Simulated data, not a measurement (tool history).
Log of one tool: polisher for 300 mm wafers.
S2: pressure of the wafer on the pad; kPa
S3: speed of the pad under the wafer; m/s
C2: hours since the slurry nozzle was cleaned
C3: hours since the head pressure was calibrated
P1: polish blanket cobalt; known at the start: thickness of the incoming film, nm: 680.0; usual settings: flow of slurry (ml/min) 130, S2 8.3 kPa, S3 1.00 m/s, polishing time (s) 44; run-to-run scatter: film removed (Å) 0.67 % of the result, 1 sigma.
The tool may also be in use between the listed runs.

run 1 hour=6.3 | flow_of_slurry_(ml/min)=130 S2=8.3 S3=1.00 polishing_time_(s)=44 | wafers_polished_on_this_pad=404 C2=448.2 C3=195.3 | film_removed_(Å)=1610.20
run 2 hour=10.9 | flow_of_slurry_(ml/min)=190 S2=8.3 S3=1.00 polishing_time_(s)=22 | wafers_polished_on_this_pad=449 C2=452.8 C3=199.9 | film_removed_(Å)=862.21
-- hour=16.0 worn pad replaced by a new one
run 3 hour=16.5 | flow_of_slurry_(ml/min)=130 S2=8.3 S3=0.44 polishing_time_(s)=44 | wafers_polished_on_this_pad=5 C2=458.4 C3=205.5 | film_removed_(Å)=700.43
run 4 hour=22.8 | flow_of_slurry_(ml/min)=95 S2=8.3 S3=1.00 polishing_time_(s)=44 | wafers_polished_on_this_pad=67 C2=464.7 C3=211.8 | film_removed_(Å)=1518.50
run 5 hour=32.2 | flow_of_slurry_(ml/min)=130 S2=8.3 S3=1.46 polishing_time_(s)=44 | wafers_polished_on_this_pad=159 C2=474.1 C3=221.2 | film_removed_(Å)=2317.60
run 6 hour=40.5 | flow_of_slurry_(ml/min)=130 S2=8.3 S3=1.00 polishing_time_(s)=65 | wafers_polished_on_this_pad=240 C2=482.4 C3=229.5 | film_removed_(Å)=2386.90
run 7 hour=45.8 | flow_of_slurry_(ml/min)=130 S2=8.3 S3=1.00 polishing_time_(s)=23 | wafers_polished_on_this_pad=292 C2=487.7 C3=234.8 | film_removed_(Å)=839.36
run 8 hour=54.9 | flow_of_slurry_(ml/min)=130 S2=8.3 S3=1.00 polishing_time_(s)=44 | wafers_polished_on_this_pad=381 C2=496.8 C3=243.9 | film_removed_(Å)=1592.00
run 9 hour=64.0 | flow_of_slurry_(ml/min)=130 S2=11.0 S3=1.00 polishing_time_(s)=44 | wafers_polished_on_this_pad=470 C2=505.9 C3=253.0 | film_removed_(Å)=2139.00
run 10 hour=71.9 | flow_of_slurry_(ml/min)=130 S2=8.3 S3=1.52 polishing_time_(s)=23 | wafers_polished_on_this_pad=548 C2=513.8 C3=260.9 | film_removed_(Å)=1281.00
-- hour=77.9 slurry nozzle cleaned
run 11 hour=78.6 | flow_of_slurry_(ml/min)=130 S2=4.1 S3=1.00 polishing_time_(s)=44 | wafers_polished_on_this_pad=613 C2=0.8 C3=267.6 | film_removed_(Å)=801.67
run 12 hour=88.2 | flow_of_slurry_(ml/min)=200 S2=8.3 S3=1.00 polishing_time_(s)=44 | wafers_polished_on_this_pad=707 C2=10.4 C3=277.2 | film_removed_(Å)=1727.30
run 13 hour=97.9 | flow_of_slurry_(ml/min)=130 S2=11.0 S3=1.32 polishing_time_(s)=44 | wafers_polished_on_this_pad=802 C2=20.1 C3=286.9 | film_removed_(Å)=2845.20
run 14 hour=106.0 | flow_of_slurry_(ml/min)=130 S2=8.3 S3=1.00 polishing_time_(s)=44 | wafers_polished_on_this_pad=881 C2=28.2 C3=295.0 | film_removed_(Å)=1609.60
run 15 hour=113.1 | flow_of_slurry_(ml/min)=130 S2=8.3 S3=1.00 polishing_time_(s)=44 | wafers_polished_on_this_pad=951 C2=35.3 C3=302.1 | film_removed_(Å)=1606.00
run 16 hour=119.7 | flow_of_slurry_(ml/min)=130 S2=8.3 S3=1.00 polishing_time_(s)=44 | wafers_polished_on_this_pad=1016 C2=41.9 C3=308.7 | film_removed_(Å)=1607.50
run 17 hour=124.2 | flow_of_slurry_(ml/min)=130 S2=8.3 S3=1.00 polishing_time_(s)=44 | wafers_polished_on_this_pad=1060 C2=46.4 C3=313.2 | film_removed_(Å)=1519.30
run 18 hour=132.9 | flow_of_slurry_(ml/min)=130 S2=8.3 S3=1.00 polishing_time_(s)=44 | wafers_polished_on_this_pad=1145 C2=55.1 C3=321.9 | film_removed_(Å)=1470.10
run 19 hour=138.1 | flow_of_slurry_(ml/min)=130 S2=8.3 S3=1.00 polishing_time_(s)=44 | wafers_polished_on_this_pad=1196 C2=60.3 C3=327.1 | film_removed_(Å)=1454.20
-- hour=143.6 worn pad replaced by a new one
run 20 hour=145.5 | flow_of_slurry_(ml/min)=130 S2=8.3 S3=1.00 polishing_time_(s)=44 | wafers_polished_on_this_pad=18 C2=67.7 C3=334.5 | film_removed_(Å)=1444.70
run 21 hour=152.5 | flow_of_slurry_(ml/min)=130 S2=8.3 S3=1.00 polishing_time_(s)=44 | wafers_polished_on_this_pad=87 C2=74.7 C3=341.5 | film_removed_(Å)=1431.80
run 22 hour=159.0 | flow_of_slurry_(ml/min)=130 S2=8.3 S3=1.00 polishing_time_(s)=44 | wafers_polished_on_this_pad=151 C2=81.2 C3=348.0 | film_removed_(Å)=1428.00

What P1 gives has crept away from where it was. These 2 causes fit the log equally well, each at the size given:
A: slurry flow missing at the pad, % = 38.4
B: head's pressure below its setpoint, % = 11.3
The creep began at about hour 119.7.
Why every other cause is out:
removal rate lost through wear of the pad, %: serviced at hour 143.6, which brought nothing back

4 check runs are offered, each on 5 wafers whose results are averaged, their results left as question marks. Which one tells the causes apart?
run check 1 hour=165.5 | flow_of_slurry_(ml/min)=165 S2=10.3 S3=1.00 polishing_time_(s)=44 | film_removed_(Å)=?
run check 2 hour=165.5 | flow_of_slurry_(ml/min)=130 S2=4.8 S3=1.00 polishing_time_(s)=53 | film_removed_(Å)=?
run check 3 hour=165.5 | flow_of_slurry_(ml/min)=130 S2=8.3 S3=1.44 polishing_time_(s)=44 | film_removed_(Å)=?
run check 4 hour=165.5 | flow_of_slurry_(ml/min)=130 S2=8.3 S3=1.00 polishing_time_(s)=58 | film_removed_(Å)=?

What each check would give under each cause:
check=check_1 result=film_removed_(Å) if_A=1902.10 if_B=1858.20
check=check_2 result=film_removed_(Å) if_A=1001.70 if_B=1001.30
check=check_3 result=film_removed_(Å) if_A=2052.90 if_B=2052.10
check=check_4 result=film_removed_(Å) if_A=1879.20 if_B=1878.50
How far apart the two closest causes lie, in the result that separates them most: check 1 2.34 %; check 2 0.04 %; check 3 0.04 %; check 4 0.04 %
Check 1 tells the causes apart: in the others they would give nearly the same result.

Check 1 was then run and gave: film removed (Å) 1864.00. Which cause is it?

It is B: head's pressure below its setpoint, %.

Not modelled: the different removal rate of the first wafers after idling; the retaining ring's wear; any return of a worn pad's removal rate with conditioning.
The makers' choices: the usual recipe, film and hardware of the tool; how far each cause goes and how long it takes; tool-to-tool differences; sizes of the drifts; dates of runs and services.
